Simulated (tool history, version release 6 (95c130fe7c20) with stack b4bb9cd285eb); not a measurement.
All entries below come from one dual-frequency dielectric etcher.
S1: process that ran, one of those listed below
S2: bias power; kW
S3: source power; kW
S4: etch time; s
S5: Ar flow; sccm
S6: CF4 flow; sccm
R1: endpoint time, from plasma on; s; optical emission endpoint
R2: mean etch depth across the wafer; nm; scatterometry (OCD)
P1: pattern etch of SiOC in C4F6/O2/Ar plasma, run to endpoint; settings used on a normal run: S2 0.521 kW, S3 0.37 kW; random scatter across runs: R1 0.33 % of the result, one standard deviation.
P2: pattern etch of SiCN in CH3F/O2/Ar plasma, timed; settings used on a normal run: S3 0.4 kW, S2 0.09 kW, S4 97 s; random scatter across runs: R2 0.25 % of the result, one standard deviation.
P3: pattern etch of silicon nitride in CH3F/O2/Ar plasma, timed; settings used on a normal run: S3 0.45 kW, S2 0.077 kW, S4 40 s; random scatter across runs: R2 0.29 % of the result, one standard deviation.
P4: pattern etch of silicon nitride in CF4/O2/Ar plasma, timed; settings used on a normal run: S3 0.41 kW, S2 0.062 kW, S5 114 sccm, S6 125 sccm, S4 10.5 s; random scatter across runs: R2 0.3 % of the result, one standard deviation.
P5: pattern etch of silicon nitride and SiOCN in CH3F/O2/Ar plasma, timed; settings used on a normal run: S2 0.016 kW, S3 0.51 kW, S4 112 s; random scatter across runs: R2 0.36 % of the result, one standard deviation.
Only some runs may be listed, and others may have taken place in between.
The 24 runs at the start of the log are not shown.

Run 25, hour 304.9: S1 P4, S2 0.062 kW, S3 0.41 kW, S4 10.5 s, S5 114 sccm, S6 148 sccm. Result: R2 18.956 nm.
Run 26, hour 313.8: S1 P1, S2 0.521 kW, S3 0.37 kW. Result: R1 10.056 s.
Run 27, hour 324.9: S1 P1, S2 0.698 kW, S3 0.23 kW. Result: R1 10.683 s.
Run 28, hour 335.7: S1 P3, S2 0.077 kW, S3 0.45 kW, S4 40 s. Result: R2 29.559 nm.
Run 29, hour 351.5: S1 P1, S2 0.319 kW, S3 0.37 kW. Result: R1 12.052 s.
Run 30, hour 365.6: S1 P4, S2 0.042 kW, S3 0.41 kW, S4 10.5 s, S5 114 sccm, S6 125 sccm. Result: R2 16.115 nm.
Run 31, hour 377.3: S1 P1, S2 0.389 kW, S3 0.24 kW. Result: R1 13.108 s.
Run 32, hour 388: S1 P1, S2 0.521 kW, S3 0.49 kW. Result: R1 9.055 s.
Run 33, hour 398: S1 P5, S2 0.01 kW, S3 0.51 kW, S4 112 s. Result: R2 11.944 nm.
Run 34, hour 409: S1 P1, S2 0.521 kW, S3 0.37 kW. Result: R1 9.9912 s.
Run 35, hour 419.8: S1 P1, S2 0.521 kW, S3 0.37 kW. Result: R1 10.097 s.
Run 36, hour 429.6: S1 P1, S2 0.521 kW, S3 0.37 kW. Result: R1 10.077 s.
Run 37, hour 439.4: S1 P1, S2 0.521 kW, S3 0.37 kW. Result: R1 10.167 s.
Run 38, hour 449.3: S1 P1, S2 0.521 kW, S3 0.37 kW. Result: R1 10.152 s.
At hour 463.3: wet clean of the chamber.
Run 39, hour 464.7: S1 P1, S2 0.521 kW, S3 0.37 kW. Result: R1 10.22 s.
Run 40, hour 480.8: S1 P1, S2 0.521 kW, S3 0.37 kW. Result: R1 10.197 s.
Run 41, hour 497.8: S1 P1, S2 0.521 kW, S3 0.37 kW. Result: R1 10.17 s.
Run 42, hour 509.5: S1 P1, S2 0.521 kW, S3 0.37 kW. Result: R1 10.201 s.
Run 43, hour 522.7: S1 P1, S2 0.521 kW, S3 0.37 kW. Result: R1 10.169 s.

What will run 44 give?
Run 44, hour 535.1: S1 P1, S2 0.521 kW, S3 0.37 kW. Result: R1 ?.

{"run 44": {"R1": 10.221}}

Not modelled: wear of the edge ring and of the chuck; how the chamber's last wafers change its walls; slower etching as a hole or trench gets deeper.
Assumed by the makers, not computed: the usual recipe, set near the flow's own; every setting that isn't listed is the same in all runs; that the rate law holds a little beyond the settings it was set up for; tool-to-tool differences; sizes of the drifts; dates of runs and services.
